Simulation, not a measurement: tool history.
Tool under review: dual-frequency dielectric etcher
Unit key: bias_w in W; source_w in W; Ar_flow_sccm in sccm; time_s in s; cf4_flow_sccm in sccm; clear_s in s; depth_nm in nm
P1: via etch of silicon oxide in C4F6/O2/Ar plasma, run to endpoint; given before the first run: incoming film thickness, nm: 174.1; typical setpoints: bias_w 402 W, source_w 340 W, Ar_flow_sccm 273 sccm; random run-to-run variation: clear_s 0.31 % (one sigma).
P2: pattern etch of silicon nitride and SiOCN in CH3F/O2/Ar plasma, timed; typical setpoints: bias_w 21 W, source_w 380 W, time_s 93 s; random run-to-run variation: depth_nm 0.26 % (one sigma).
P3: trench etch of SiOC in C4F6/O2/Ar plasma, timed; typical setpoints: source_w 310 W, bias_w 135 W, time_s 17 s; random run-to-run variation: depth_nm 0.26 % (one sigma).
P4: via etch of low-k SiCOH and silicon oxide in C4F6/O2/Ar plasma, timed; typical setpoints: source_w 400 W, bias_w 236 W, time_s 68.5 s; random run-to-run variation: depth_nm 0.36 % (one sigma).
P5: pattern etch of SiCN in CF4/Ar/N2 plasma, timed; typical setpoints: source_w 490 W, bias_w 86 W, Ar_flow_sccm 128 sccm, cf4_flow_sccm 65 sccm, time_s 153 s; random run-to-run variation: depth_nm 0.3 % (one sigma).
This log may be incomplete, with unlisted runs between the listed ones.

run,day,process,bias_w,source_w,Ar_flow_sccm,time_s,cf4_flow_sccm,hours since the last wet clean,hours since the last bias power generator calibration,hours since the last source power generator calibration,hours since the last Ar flow controller change,clear_s,depth_nm
1,0.704,P1,402,340,273,,,138.6,1571.8,354.9,2765,46.29,
2,1.454,P1,402,340,328,,,156.6,1589.8,372.9,2783,46.654,
3,2.233,P1,402,340,176,,,175.3,1608.5,391.6,2801.7,43.701,
4,2.692,P2,29,380,,93,,186.3,1619.5,402.6,2812.7,,13.53
5,3.325,P2,21,220,,93,,201.5,1634.7,417.8,2827.9,,9.7286
6,3.779,P1,402,450,273,,,212.4,1645.6,428.7,2838.8,41.361,
7,4.508,P1,402,240,273,,,229.9,1663.1,446.2,2856.3,52.252,
8,5.033,P3,135,310,,17,,242.5,1675.7,458.8,2868.9,,29.1
9,5.812,P1,402,340,273,,,261.2,1694.4,477.5,2887.6,45.905,
10,6.333,P2,21,380,,55.5,,273.7,1706.9,490,2900.1,,6.9977
11,7.054,P1,557,340,273,,,291,1724.2,507.3,2917.4,40.727,
12,7.408,P1,402,230,197,,,299.5,1732.7,515.8,2925.9,51.386,
13,8.017,P4,236,400,,89,,314.1,1747.3,530.4,2940.5,,253.79
14,8.425,P5,86,650,128,153,65,323.9,1757.1,540.2,2950.3,,181.78
15,8.842,P1,402,340,273,,,333.9,1767.1,550.2,2960.3,46.283,
16,9.288,P4,145,400,,68.5,,344.6,1777.8,560.9,2971,,168.06
17,10.012,P4,236,510,,68.5,,362,1795.2,578.3,2988.4,,214.49
18,10.621,P1,402,340,273,,,376.6,1809.8,592.9,3003,45.839,
19,11.271,P2,21,380,,93,,392.2,1825.4,608.5,3018.6,,11.732
20,11.783,P3,135,200,,17,,404.5,1837.7,620.8,3030.9,,24.486
21,12.175,P5,86,490,128,206,65,413.9,1847.1,630.2,3040.3,,190.21
22,12.638,P3,135,310,,17,,425,1858.2,641.3,3051.4,,29.057
23,12.996,P4,236,400,,68.5,,433.6,1866.8,649.9,3060,,196.68
# day 13.354: source power generator calibrated
24,13.446,P1,402,340,273,,,444.4,1877.6,2.2,3070.8,45.994,
25,13.862,P5,86,490,128,153,65,454.4,1887.6,12.2,3080.8,,141.6
26,14.412,P1,402,340,273,,,467.6,1900.8,25.4,3094,46.361,
27,14.908,P3,135,310,,11,,479.5,1912.7,37.3,3105.9,,18.679
28,15.3,P3,88,310,,17,,488.9,1922.1,46.7,3115.3,,25.663
29,15.646,P1,271,340,273,,,497.2,1930.4,55,3123.6,52.805,
30,16.246,P5,86,490,79,153,65,511.6,1944.8,69.4,3138,,151.82
31,16.738,P5,86,490,128,153,88,523.4,1956.6,81.2,3149.8,,148.02
32,17.458,P5,61,490,128,153,65,540.7,1973.9,98.5,3167.1,,124.52
33,18.2,P1,402,340,273,,,558.5,1991.7,116.3,3184.9,46.079,
34,18.571,P1,402,340,273,,,567.4,2000.6,125.2,3193.8,46.095,
35,19.192,P1,402,340,273,,,582.3,2015.5,140.1,3208.7,46.608,
36,19.642,P1,402,340,273,,,593.1,2026.3,150.9,3219.5,46.293,
37,20.25,P1,402,340,273,,,607.7,2040.9,165.5,3234.1,46.684,
38,20.946,P1,402,340,273,,,624.4,2057.6,182.2,3250.8,46.774,
# day 21.133: Ar flow controller replaced
39,21.6,P1,402,340,273,,,640.1,2073.3,197.9,11.3,46.902,
40,22.112,P1,402,340,273,,,652.4,2085.6,210.2,23.6,46.797,
# day 22.254: wet clean of the chamber
41,22.654,P1,402,340,273,,,9.6,2098.6,223.2,36.6,46.647,
42,23.408,P1,402,340,273,,,27.7,2116.7,241.3,54.7,46.848,

Forecast run 43:
43,23.75,P1,402,340,273,,,35.9,2124.9,249.5,62.9,?,

Run 43 gave clear_s 46.918 s.
